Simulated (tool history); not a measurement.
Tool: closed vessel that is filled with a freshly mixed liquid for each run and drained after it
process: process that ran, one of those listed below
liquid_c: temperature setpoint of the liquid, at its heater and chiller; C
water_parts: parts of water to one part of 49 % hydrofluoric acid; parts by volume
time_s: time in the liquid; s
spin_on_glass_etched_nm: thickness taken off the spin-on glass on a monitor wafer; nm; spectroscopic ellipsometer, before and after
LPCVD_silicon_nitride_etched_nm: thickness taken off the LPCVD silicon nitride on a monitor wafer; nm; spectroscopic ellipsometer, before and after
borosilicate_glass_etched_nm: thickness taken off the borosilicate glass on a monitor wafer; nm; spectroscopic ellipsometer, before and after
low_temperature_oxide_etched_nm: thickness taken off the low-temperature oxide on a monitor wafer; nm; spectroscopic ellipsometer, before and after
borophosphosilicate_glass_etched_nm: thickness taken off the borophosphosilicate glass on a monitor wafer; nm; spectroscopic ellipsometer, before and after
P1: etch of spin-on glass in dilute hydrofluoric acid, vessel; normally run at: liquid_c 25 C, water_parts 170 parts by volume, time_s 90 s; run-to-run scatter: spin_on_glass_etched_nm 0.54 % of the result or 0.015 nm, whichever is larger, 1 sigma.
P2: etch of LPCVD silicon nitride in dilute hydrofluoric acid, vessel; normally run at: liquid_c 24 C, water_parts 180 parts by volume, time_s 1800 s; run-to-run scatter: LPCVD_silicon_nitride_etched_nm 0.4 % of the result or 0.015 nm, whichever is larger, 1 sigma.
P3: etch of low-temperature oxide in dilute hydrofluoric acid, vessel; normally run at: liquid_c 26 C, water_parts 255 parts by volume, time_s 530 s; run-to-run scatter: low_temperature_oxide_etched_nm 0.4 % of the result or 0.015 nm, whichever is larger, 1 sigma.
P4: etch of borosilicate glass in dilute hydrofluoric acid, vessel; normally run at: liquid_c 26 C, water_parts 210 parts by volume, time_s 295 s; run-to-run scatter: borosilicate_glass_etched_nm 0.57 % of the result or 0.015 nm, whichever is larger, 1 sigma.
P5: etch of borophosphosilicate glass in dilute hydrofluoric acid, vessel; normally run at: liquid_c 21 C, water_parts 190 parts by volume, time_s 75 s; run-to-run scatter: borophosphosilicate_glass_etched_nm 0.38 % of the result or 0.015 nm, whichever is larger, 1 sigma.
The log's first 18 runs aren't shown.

| run | hour | process | liquid_c | water_parts | time_s | hours since the thermometer was replaced | hours since the hydrofluoric acid flow meter was replaced | spin_on_glass_etched_nm | LPCVD_silicon_nitride_etched_nm | borosilicate_glass_etched_nm | low_temperature_oxide_etched_nm | borophosphosilicate_glass_etched_nm |
|---|---|---|---|---|---|---|---|---|---|---|---|---|
| 19 | 88.8 | P1 | 25 | 300 | 170 | 304 | 550.3 | 11.512 |  |  |  |  |
| 20 | 94.7 | P3 | 31.5 | 255 | 530 | 309.9 | 556.2 |  |  |  | 58.937 |  |
| 21 | 99.4 | P1 | 25 | 170 | 90 | 314.6 | 560.9 | 12.319 |  |  |  |  |
| 22 | 104.8 | P2 | 24 | 180 | 1800 | 320 | 566.3 |  | 5.4722 |  |  |  |
| 23 | 107.8 | P4 | 26 | 210 | 30 | 323 | 569.3 |  |  | 5.5344 |  |  |
| 24 | 111.2 | P3 | 26 | 255 | 45 | 326.4 | 572.7 |  |  |  | 4.1626 |  |
| 25 | 116.3 | P1 | 25 | 170 | 170 | 331.5 | 577.8 | 23.275 |  |  |  |  |
| 26 | 119.4 | P1 | 25 | 170 | 90 | 334.6 | 580.9 | 12.383 |  |  |  |  |
| 27 | 126.2 | P2 | 30.5 | 180 | 1800 | 341.4 | 587.7 |  | 8.1733 |  |  |  |
| 28 | 131.8 | P5 | 21 | 190 | 75 | 347 | 593.3 |  |  |  |  | 12.454 |
| 29 | 138.7 | P5 | 26 | 190 | 75 | 353.9 | 600.2 |  |  |  |  | 14.929 |

The next listed run, before its measurement:
| 30 | 142.1 | P1 | 25 | 170 | 90 | 357.3 | 603.6 | ? |  |  |  |  |

Run 30 gave spin_on_glass_etched_nm 12.338 nm.
